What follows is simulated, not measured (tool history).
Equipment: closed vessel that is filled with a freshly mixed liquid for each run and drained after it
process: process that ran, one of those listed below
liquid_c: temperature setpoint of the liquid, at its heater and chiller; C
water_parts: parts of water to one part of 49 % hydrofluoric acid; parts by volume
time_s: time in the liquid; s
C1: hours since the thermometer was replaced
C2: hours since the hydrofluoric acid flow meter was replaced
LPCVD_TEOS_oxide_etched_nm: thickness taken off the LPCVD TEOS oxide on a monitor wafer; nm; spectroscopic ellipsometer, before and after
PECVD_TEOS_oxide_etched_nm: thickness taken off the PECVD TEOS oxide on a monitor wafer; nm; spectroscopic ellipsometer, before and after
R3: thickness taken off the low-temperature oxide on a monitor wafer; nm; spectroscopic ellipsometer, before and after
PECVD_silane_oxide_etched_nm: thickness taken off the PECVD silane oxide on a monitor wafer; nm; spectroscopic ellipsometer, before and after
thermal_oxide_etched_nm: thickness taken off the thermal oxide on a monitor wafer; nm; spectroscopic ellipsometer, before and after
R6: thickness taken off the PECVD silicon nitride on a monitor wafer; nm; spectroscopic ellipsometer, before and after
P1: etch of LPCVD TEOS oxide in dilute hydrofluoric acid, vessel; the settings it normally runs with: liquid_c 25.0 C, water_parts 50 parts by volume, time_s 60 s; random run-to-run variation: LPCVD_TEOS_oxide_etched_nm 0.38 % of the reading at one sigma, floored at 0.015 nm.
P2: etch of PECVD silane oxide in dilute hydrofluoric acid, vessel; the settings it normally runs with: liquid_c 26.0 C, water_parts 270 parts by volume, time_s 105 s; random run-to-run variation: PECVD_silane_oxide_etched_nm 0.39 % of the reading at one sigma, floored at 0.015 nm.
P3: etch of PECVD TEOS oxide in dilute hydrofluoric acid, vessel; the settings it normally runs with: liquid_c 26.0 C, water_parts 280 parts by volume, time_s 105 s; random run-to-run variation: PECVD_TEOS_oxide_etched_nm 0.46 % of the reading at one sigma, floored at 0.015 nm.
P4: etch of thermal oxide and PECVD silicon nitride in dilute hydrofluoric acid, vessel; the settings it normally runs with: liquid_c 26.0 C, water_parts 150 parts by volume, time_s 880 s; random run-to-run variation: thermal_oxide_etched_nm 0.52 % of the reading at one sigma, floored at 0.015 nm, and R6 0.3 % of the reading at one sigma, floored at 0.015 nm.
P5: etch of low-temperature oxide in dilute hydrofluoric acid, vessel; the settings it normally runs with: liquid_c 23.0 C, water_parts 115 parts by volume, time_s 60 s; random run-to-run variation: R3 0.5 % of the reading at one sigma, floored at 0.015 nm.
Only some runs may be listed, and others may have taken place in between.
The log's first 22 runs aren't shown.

run 23 day=10.458 | process=P1 liquid_c=25.0 water_parts=75 time_s=60 | C1=1163.8 C2=866.5 | LPCVD_TEOS_oxide_etched_nm=14.815
run 24 day=11.083 | process=P5 liquid_c=23.0 water_parts=115 time_s=110 | C1=1178.8 C2=881.5 | R3=9.9528
run 25 day=11.592 | process=P2 liquid_c=26.0 water_parts=55 time_s=105 | C1=1191.0 C2=893.7 | PECVD_silane_oxide_etched_nm=85.649
run 26 day=12.183 | process=P4 liquid_c=26.0 water_parts=75 time_s=880 | C1=1205.2 C2=907.9 | thermal_oxide_etched_nm=62.6420 R6=64.666
run 27 day=12.596 | process=P1 liquid_c=25.0 water_parts=80 time_s=90 | C1=1215.1 C2=917.8 | LPCVD_TEOS_oxide_etched_nm=20.701
run 28 day=12.917 | process=P4 liquid_c=26.0 water_parts=150 time_s=290 | C1=1222.8 C2=925.5 | thermal_oxide_etched_nm=9.2262 R6=10.615
run 29 day=13.529 | process=P4 liquid_c=22.0 water_parts=150 time_s=880 | C1=1237.5 C2=940.2 | thermal_oxide_etched_nm=24.4770 R6=25.173
run 30 day=14.038 | process=P1 liquid_c=25.0 water_parts=50 time_s=60 | C1=1249.7 C2=952.4 | LPCVD_TEOS_oxide_etched_nm=23.065
run 31 day=14.342 | process=P5 liquid_c=23.0 water_parts=115 time_s=60 | C1=1257.0 C2=959.7 | R3=5.3896
run 32 day=14.825 | process=P3 liquid_c=26.0 water_parts=280 time_s=105 | C1=1268.6 C2=971.3 | PECVD_TEOS_oxide_etched_nm=9.3716
run 33 day=15.354 | process=P1 liquid_c=25.0 water_parts=50 time_s=60 | C1=1281.3 C2=984.0 | LPCVD_TEOS_oxide_etched_nm=23.086

Run 34 has not been measured yet. What should we expect?
run 34 day=15.733 | process=P1 liquid_c=25.0 water_parts=50 time_s=60 | C1=1290.4 C2=993.1 | LPCVD_TEOS_oxide_etched_nm=?

{"run 34": {"LPCVD_TEOS_oxide_etched_nm": 23.669}}
